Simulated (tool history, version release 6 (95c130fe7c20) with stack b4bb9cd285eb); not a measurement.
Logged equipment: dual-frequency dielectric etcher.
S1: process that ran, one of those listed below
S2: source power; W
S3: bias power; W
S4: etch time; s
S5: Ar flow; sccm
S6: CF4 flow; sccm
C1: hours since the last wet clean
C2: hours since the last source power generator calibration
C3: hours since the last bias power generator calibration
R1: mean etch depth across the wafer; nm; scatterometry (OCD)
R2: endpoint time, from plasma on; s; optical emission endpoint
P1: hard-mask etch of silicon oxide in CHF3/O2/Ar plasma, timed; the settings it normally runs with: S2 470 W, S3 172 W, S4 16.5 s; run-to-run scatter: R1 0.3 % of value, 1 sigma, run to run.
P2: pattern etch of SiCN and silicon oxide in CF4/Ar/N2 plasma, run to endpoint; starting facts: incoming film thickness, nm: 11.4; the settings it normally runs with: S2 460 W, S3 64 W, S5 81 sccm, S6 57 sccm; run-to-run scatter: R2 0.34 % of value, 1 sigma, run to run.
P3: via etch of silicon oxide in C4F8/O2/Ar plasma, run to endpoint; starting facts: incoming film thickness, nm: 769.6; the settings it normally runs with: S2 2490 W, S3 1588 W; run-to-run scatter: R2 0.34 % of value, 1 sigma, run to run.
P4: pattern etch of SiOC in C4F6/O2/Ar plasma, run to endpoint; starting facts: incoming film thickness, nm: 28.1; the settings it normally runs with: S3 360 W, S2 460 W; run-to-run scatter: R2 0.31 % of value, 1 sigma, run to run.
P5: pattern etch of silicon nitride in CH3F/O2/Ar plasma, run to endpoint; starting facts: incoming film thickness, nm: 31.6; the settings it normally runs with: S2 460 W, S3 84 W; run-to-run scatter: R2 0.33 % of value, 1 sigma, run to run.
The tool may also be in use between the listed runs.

run	hour	S1	S2	S3	S4	S5	S6	C1	C2	C3	R1	R2
1	11.9	P1	470	172	16.5			270.5	503.5	496.2	29.521	
2	20.8	P4	460	219				279.4	512.4	505.1		12.408
3	26.3	P3	2490	1588				284.9	517.9	510.6		147.000
4	33.4	P1	470	172	16.5			292.0	525.0	517.7	29.470	
5	40.3	P1	470	172	16.5			298.9	531.9	524.6	29.724	
6	51.3	P1	350	172	16.5			309.9	542.9	535.6	26.398	
7	58.9	P2	460	64		81	79	317.5	550.5	543.2		12.324
8	68.8	P1	370	118	16.5			327.4	560.4	553.1	23.946	
9	74.7	P5	460	50				333.3	566.3	559.0		49.199
10	84.0	P2	460	64		81	57	342.6	575.6	568.3		12.946
11	90.8	P4	460	360				349.4	582.4	575.1		10.495
12	103.5	P1	470	139	23.5			362.1	595.1	587.8	39.544	
13	111.3	P5	460	84				369.9	602.9	595.6		41.862
14	121.7	P2	460	64		66	57	380.3	613.3	606.0		12.566
15	128.3	P3	2490	2204				386.9	619.9	612.6		133.860
16	140.4	P1	470	172	16.5			399.0	632.0	624.7	29.668	
17	148.1	P1	470	172	9.0			406.7	639.7	632.4	16.182	
18	155.2	P5	630	84				413.8	646.8	639.5		36.809
19	166.6	P4	260	360				425.2	658.2	650.9		13.009
20	175.3	P2	460	78		81	57	433.9	666.9	659.6		12.095
21	184.6	P1	470	172	16.5			443.2	676.2	668.9	29.815	
22	195.2	P1	470	172	22.5			453.8	686.8	679.5	40.523	
23	206.4	P2	290	64		81	57	465.0	698.0	690.7		19.474
24	212.7	P3	2490	1588				471.3	704.3	697.0		147.010
25	224.4	P1	470	120	16.5			483.0	716.0	708.7	26.487	
26	236.7	P3	1630	1588				495.3	728.3	721.0		173.270
27	248.5	P1	550	216	16.5			507.1	740.1	732.8	34.178	
28	256.0	P4	460	360				514.6	747.6	740.3		10.485
29	263.6	P1	600	172	16.5			522.2	755.2	747.9	32.654	
30	269.1	P1	470	222	16.5			527.7	760.7	753.4	32.585	
31	279.1	P1	470	172	16.5			537.7	770.7	763.4	29.569	
32	286.9	P1	470	172	16.5			545.5	778.5	771.2	29.641	

Predict the results of run 33:
33	298.6	P1	470	172	16.5			557.2	790.2	782.9	?	

{"run 33": {"R1": 29.473}}
